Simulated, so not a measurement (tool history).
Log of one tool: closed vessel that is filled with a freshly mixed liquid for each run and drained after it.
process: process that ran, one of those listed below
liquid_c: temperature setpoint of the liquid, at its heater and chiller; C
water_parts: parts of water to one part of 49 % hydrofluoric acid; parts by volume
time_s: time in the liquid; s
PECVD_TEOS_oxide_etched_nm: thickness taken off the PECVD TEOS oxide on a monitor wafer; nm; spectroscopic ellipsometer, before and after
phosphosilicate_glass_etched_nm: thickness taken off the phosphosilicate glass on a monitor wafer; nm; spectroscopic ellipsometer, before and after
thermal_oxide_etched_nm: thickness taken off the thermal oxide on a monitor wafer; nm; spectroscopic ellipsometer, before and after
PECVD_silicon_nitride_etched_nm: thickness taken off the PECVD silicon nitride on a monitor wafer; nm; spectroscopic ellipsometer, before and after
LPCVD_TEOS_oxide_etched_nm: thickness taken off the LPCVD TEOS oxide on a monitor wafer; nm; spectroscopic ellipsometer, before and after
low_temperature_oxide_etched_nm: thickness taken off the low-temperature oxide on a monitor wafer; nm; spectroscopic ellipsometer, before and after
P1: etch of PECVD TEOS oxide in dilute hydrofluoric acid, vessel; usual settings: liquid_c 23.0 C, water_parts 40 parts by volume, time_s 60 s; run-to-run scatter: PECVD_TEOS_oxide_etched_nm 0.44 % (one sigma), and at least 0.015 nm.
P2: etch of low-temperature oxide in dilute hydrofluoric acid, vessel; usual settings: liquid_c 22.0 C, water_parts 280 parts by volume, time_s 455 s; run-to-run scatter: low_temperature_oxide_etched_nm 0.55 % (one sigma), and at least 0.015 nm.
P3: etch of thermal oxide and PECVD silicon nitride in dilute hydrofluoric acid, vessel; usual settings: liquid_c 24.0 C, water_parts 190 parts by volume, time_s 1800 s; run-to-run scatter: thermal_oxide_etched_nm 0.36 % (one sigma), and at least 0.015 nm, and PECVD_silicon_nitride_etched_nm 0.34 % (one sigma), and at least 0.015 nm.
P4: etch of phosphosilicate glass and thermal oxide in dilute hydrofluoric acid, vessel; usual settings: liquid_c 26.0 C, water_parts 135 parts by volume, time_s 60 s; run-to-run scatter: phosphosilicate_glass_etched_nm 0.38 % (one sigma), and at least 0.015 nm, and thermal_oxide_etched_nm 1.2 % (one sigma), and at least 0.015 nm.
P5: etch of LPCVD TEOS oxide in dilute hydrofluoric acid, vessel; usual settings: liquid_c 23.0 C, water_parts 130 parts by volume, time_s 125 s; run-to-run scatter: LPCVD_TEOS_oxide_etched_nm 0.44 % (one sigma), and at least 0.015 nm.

run	hour	process	liquid_c	water_parts	time_s	hours since the thermometer was replaced	hours since the hydrofluoric acid flow meter was replaced	PECVD_TEOS_oxide_etched_nm	phosphosilicate_glass_etched_nm	thermal_oxide_etched_nm	PECVD_silicon_nitride_etched_nm	LPCVD_TEOS_oxide_etched_nm	low_temperature_oxide_etched_nm
1	8.5	P1	23.0	40	60	394.1	422.5	32.676					
2	20.7	P4	26.0	135	110	406.3	434.7		126.610	3.7458			
3	30.3	P3	24.0	60	1800	415.9	444.3			151.6400	88.666		
4	39.0	P1	23.0	40	60	424.6	453.0	33.006					
5	49.3	P1	23.0	20	30	434.9	463.3	33.668					
6	56.6	P1	17.0	40	90	442.2	470.6	38.256					
7	70.7	P4	26.0	135	60	456.3	484.7		68.897	2.0881			
8	83.8	P4	26.0	20	60	469.4	497.8		542.360	16.7180			
9	99.5	P3	18.0	190	1800	485.1	513.5			32.4980	19.073		
10	109.3	P1	23.0	40	110	494.9	523.3	60.627					
11	121.6	P5	23.0	130	50	507.2	535.6					8.997	
12	129.4	P1	23.0	40	60	515.0	543.4	32.969					
13	143.8	P1	17.0	70	60	529.4	557.8	14.058					
14	154.3	P1	23.0	40	60	539.9	568.3	32.778					
15	168.6	P2	22.0	280	455	554.2	582.6						19.7330
16	183.6	P4	26.0	135	60	569.2	597.6		68.985	2.0995			
17	192.6	P2	22.0	280	80	578.2	606.6						3.4329
18	202.6	P5	23.0	130	125	588.2	616.6					22.705	
19	218.2	P3	24.0	190	3145	603.8	632.2			71.6980	49.351		
20	228.5	P2	22.0	65	455	614.1	642.5						106.3900
21	243.7	P4	19.5	135	60	629.3	657.7		53.490	1.6390			
22	254.7	P2	28.0	280	455	640.3	668.7						24.2230
# hour 256.3: thermometer replaced
23	264.4	P1	23.0	40	30	8.1	678.4	16.377					
24	275.2	P3	24.0	190	1800	18.9	689.2			40.7760	28.509		
25	287.2	P1	17.0	40	60	30.9	701.2	25.409					
26	302.6	P5	17.0	130	125	46.3	716.6					17.853	
27	318.9	P1	23.0	20	60	62.6	732.9	67.724					
28	335.4	P1	23.0	40	60	79.1	749.4	33.055					
29	343.2	P1	28.0	40	60	86.9	757.2	40.597					
30	353.2	P5	23.0	40	125	96.9	767.2					82.139	
31	362.1	P1	23.0	40	60	105.8	776.1	33.005					
32	373.7	P5	23.0	130	125	117.4	787.7					22.751	
33	382.5	P1	23.0	60	60	126.2	796.5	21.400					

The next listed run, before its measurement:
34	393.2	P1	23.0	40	60	136.9	807.2	?					

Run 34 gave PECVD_TEOS_oxide_etched_nm 32.992 nm.
